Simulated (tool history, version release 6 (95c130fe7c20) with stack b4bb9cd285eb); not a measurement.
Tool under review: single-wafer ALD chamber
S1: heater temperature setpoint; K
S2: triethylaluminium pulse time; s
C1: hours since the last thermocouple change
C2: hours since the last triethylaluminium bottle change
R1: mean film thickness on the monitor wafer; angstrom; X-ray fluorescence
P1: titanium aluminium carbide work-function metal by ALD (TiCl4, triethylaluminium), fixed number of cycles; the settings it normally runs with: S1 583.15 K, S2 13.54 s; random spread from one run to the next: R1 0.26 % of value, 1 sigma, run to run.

run,day,S1,S2,C1,C2,R1
1,0.388,583.15,13.54,199.4,696.9,20.920
2,0.908,583.15,6.91,211.9,709.4,19.048
3,1.417,595.15,17.82,224.1,721.6,22.040
4,1.929,561.15,13.54,236.4,733.9,19.025
5,2.412,600.15,21.30,248.0,745.5,22.594
6,2.892,583.15,13.54,259.5,757.0,20.936
7,3.508,583.15,13.54,274.3,771.8,20.902
8,4.104,583.15,13.54,288.6,786.1,20.861
9,4.546,583.15,13.54,299.2,796.7,20.925
10,5.079,583.15,21.58,312.0,809.5,21.112
11,5.633,607.15,13.54,325.3,822.8,23.079

Predict the results of run 12:
12,5.929,598.15,21.00,332.4,829.9,?

Run 12 gave R1 22.307 angstrom.

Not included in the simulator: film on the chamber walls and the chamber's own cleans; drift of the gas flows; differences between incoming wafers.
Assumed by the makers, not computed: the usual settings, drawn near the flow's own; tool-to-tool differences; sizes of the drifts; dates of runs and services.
